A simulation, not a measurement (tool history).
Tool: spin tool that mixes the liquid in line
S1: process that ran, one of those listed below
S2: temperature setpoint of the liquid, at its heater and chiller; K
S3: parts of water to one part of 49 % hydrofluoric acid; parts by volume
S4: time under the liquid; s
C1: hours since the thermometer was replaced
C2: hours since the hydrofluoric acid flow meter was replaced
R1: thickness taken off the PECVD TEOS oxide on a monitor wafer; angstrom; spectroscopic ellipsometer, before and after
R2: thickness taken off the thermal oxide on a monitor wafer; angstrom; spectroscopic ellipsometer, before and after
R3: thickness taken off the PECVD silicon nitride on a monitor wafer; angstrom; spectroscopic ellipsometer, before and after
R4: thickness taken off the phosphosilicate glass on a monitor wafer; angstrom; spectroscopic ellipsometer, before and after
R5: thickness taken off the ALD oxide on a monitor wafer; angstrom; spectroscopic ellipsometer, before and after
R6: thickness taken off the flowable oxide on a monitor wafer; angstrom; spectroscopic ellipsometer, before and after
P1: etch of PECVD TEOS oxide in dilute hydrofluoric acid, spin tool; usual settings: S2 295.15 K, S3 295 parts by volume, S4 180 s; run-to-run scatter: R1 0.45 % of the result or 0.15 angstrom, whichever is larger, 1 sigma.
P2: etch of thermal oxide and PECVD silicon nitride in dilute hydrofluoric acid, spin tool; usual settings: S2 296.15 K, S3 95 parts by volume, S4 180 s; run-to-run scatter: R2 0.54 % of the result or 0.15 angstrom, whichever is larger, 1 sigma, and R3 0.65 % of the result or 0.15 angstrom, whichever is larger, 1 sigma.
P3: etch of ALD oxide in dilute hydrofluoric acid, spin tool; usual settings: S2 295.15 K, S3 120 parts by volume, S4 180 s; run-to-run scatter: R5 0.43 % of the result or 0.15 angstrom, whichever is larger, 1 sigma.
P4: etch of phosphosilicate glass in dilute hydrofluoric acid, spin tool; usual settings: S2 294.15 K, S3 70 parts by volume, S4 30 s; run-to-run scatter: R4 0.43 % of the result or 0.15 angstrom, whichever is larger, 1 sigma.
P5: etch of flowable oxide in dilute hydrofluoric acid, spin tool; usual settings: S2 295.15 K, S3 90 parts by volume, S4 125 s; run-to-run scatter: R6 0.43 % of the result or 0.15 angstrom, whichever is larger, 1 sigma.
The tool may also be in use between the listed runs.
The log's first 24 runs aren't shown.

{"run": 25, "hour": 243.7, "S1": "P1", "S2": 295.15, "S3": 535, "S4": 180, "C1": 99.6, "C2": 569.6, "R1": 36.82}
{"run": 26, "hour": 252.1, "S1": "P1", "S2": 295.15, "S3": 295, "S4": 365, "C1": 108.0, "C2": 578.0, "R1": 165.73}
{"run": 27, "hour": 264.4, "S1": "P1", "S2": 295.15, "S3": 295, "S4": 180, "C1": 120.3, "C2": 590.3, "R1": 82.765}
{"run": 28, "hour": 270.3, "S1": "P1", "S2": 290.15, "S3": 295, "S4": 180, "C1": 126.2, "C2": 596.2, "R1": 68.262}
{"run": 29, "hour": 281.3, "S1": "P1", "S2": 295.15, "S3": 295, "S4": 180, "C1": 137.2, "C2": 607.2, "R1": 81.967}
{"run": 30, "hour": 293.2, "S1": "P1", "S2": 303.15, "S3": 295, "S4": 180, "C1": 149.1, "C2": 619.1, "R1": 108.96}
{"run": 31, "hour": 300.9, "S1": "P1", "S2": 295.15, "S3": 295, "S4": 180, "C1": 156.8, "C2": 626.8, "R1": 82.555}
{"run": 32, "hour": 309.8, "S1": "P1", "S2": 295.15, "S3": 295, "S4": 180, "C1": 165.7, "C2": 635.7, "R1": 84.033}
{"run": 33, "hour": 317.8, "S1": "P1", "S2": 295.15, "S3": 295, "S4": 180, "C1": 173.7, "C2": 643.7, "R1": 83.542}
{"run": 34, "hour": 327.0, "S1": "P1", "S2": 295.15, "S3": 295, "S4": 180, "C1": 182.9, "C2": 652.9, "R1": 85.53}
{"run": 35, "hour": 333.6, "S1": "P1", "S2": 295.15, "S3": 295, "S4": 180, "C1": 189.5, "C2": 659.5, "R1": 86.623}
{"run": 36, "hour": 346.4, "S1": "P1", "S2": 295.15, "S3": 295, "S4": 180, "C1": 202.3, "C2": 672.3, "R1": 86.57}
{"run": 37, "hour": 355.2, "S1": "P1", "S2": 295.15, "S3": 295, "S4": 180, "C1": 211.1, "C2": 681.1, "R1": 85.758}

The next listed run, before its measurement:
{"run": 38, "hour": 363.7, "S1": "P1", "S2": 295.15, "S3": 295, "S4": 180, "C1": 219.6, "C2": 689.6, "R1": "?"}

Run 38 gave R1 86.447 angstrom.
